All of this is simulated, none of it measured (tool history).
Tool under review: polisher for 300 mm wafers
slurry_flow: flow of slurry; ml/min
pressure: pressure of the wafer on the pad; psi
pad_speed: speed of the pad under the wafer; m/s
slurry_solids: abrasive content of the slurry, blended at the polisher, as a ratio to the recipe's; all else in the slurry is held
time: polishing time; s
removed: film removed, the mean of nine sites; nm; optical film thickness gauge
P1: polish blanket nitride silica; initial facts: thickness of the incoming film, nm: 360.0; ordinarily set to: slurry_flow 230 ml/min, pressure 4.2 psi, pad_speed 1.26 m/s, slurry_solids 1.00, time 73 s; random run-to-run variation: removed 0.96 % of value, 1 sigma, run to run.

run   hour  slurry_flow  pressure  pad_speed  slurry_solids  time  removed
  1    9.6          230       4.2       1.26           1.00    73   69.656
  2   20.3          230       4.2       1.26           1.00    99   93.475
  3   37.0          230       4.2       1.60           1.00    73   83.432
  4   54.1          230       4.2       1.26           1.40    73   79.347
  5   65.3          230       4.2       1.26           1.00    73   67.936
  6   74.7          230       4.2       1.60           0.55    73   60.581
      79.9  -- slurry blender recalibrated
  7   90.5          230       4.2       1.26           1.00    73   69.454
  8  106.2          155       6.2       1.26           1.00    73   94.302
  9  123.8          230       4.2       1.26           0.55    73   49.381
 10  136.0          230       4.2       1.26           1.00    73   69.662
 11  145.0          230       4.2       1.26           1.00    73   68.196
 12  158.6          150       4.2       1.26           1.00    73   64.568
 13  168.0          355       4.2       1.26           1.00    73   71.113

Run 14 comes next. What will it give?
 14  177.8          230       4.2       0.58           1.00    73        ?

For run 14 the tool returned removed 37.105 nm.
